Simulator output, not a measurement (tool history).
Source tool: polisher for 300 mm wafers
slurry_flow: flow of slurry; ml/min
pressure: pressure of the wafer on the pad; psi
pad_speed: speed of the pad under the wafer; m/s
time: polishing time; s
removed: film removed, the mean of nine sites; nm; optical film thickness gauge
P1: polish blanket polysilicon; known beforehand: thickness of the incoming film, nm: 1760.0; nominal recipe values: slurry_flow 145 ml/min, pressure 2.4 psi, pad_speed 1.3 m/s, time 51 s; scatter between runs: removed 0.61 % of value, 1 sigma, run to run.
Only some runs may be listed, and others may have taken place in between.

| run | hour | slurry_flow | pressure | pad_speed | time | removed |
|---|---|---|---|---|---|---|
| 1 | 5.3 | 145 | 2.4 | 1.3 | 51 | 519.26 |
| 2 | 10.3 | 145 | 2.4 | 1.3 | 76 | 780.9 |
| 3 | 16.1 | 110 | 2.4 | 1.72 | 51 | 655.11 |
| 4 | 22.2 | 145 | 2.4 | 0.88 | 51 | 357.06 |
| 5 | 27.2 | 145 | 1.2 | 1.3 | 51 | 263.79 |
| 6 | 31.8 | 145 | 2.4 | 1.3 | 51 | 527 |
| 7 | 35 | 220 | 2.4 | 1.3 | 51 | 555.41 |
| 8 | 39 | 145 | 3.7 | 1.3 | 51 | 811.04 |
| 9 | 43.5 | 145 | 2.4 | 1.3 | 24 | 244.5 |
| 10 | 49.5 | 145 | 2.4 | 1.3 | 51 | 518.52 |
| 11 | 55.5 | 145 | 2.4 | 1.3 | 51 | 526.05 |
| 12 | 59.1 | 145 | 2.4 | 1.88 | 51 | 749.56 |
| 13 | 63.2 | 100 | 2.4 | 1.3 | 51 | 486.91 |
| 14 | 66.6 | 145 | 2.4 | 1.3 | 51 | 522.76 |
| 15 | 70 | 145 | 2.4 | 1.3 | 51 | 521.96 |
| 16 | 75.8 | 85 | 1.8 | 1.3 | 51 | 346.37 |
| 17 | 81.9 | 145 | 2.4 | 1.3 | 51 | 520.67 |
| 18 | 88.3 | 145 | 2.4 | 1.3 | 51 | 523.06 |
| 19 | 94.1 | 145 | 2.4 | 1.3 | 51 | 503.22 |
| 20 | 98.9 | 145 | 2.4 | 1.3 | 51 | 500.87 |
| 21 | 102 | 145 | 2.4 | 1.3 | 51 | 492.88 |
|  | 104.7 | head pressure recalibrated |
| 22 | 105.2 | 145 | 2.4 | 1.3 | 51 | 488.9 |
| 23 | 109.7 | 145 | 2.4 | 1.3 | 51 | 484.35 |
| 24 | 116.3 | 145 | 2.4 | 1.3 | 51 | 490.56 |
| 25 | 119.6 | 145 | 2.4 | 1.3 | 51 | 486.02 |
| 26 | 122.6 | 145 | 2.4 | 1.3 | 51 | 487.18 |

P1 no longer gives what it gave before; its output has crept away from where it was. The following 2 causes, each at its listed size, fit the log equally well:
A: removal rate lost through wear of the pad, % = 7.63
B: slurry flow missing at the pad, % = 31.2
Onset of the creep was near hour 88.3.
Every other cause this tool's parts could produce, and why it does not fit the log:
head's pressure below its setpoint, %: serviced at hour 104.7, which brought nothing back

Consider the 4 check runs below, whose results appear as question marks and each of which averages 3 wafers. Which one distinguishes the causes, in that each cause would give it a clearly different result?
| check 1 | 125.6 | 145 | 3.6 | 1.3 | 66 | ? |
| check 2 | 125.6 | 145 | 2.4 | 0.9 | 51 | ? |
| check 3 | 125.6 | 145 | 1.3 | 1.3 | 34 | ? |
| check 4 | 125.6 | 105 | 2.4 | 1.3 | 71 | ? |

How each check would come out, cause by cause:
| check | result | if A | if B |
|---|---|---|---|
| check 1 | removed | 939.85 | 940 |
| check 2 | removed | 335.19 | 335.24 |
| check 3 | removed | 174.84 | 174.86 |
| check 4 | removed | 630.52 | 614.33 |
Distance between the nearest two causes, measured in the result of the check that separates them most: check 1 0.02 %; check 2 0.02 %; check 3 0.02 %; check 4 2.6 %
The causes can be told apart only by check 4. The other checks would give nearly the same results under each of them.

Check 4 was then run and gave: removed 627.08 nm. Which cause is it?

It is A: removal rate lost through wear of the pad, %.

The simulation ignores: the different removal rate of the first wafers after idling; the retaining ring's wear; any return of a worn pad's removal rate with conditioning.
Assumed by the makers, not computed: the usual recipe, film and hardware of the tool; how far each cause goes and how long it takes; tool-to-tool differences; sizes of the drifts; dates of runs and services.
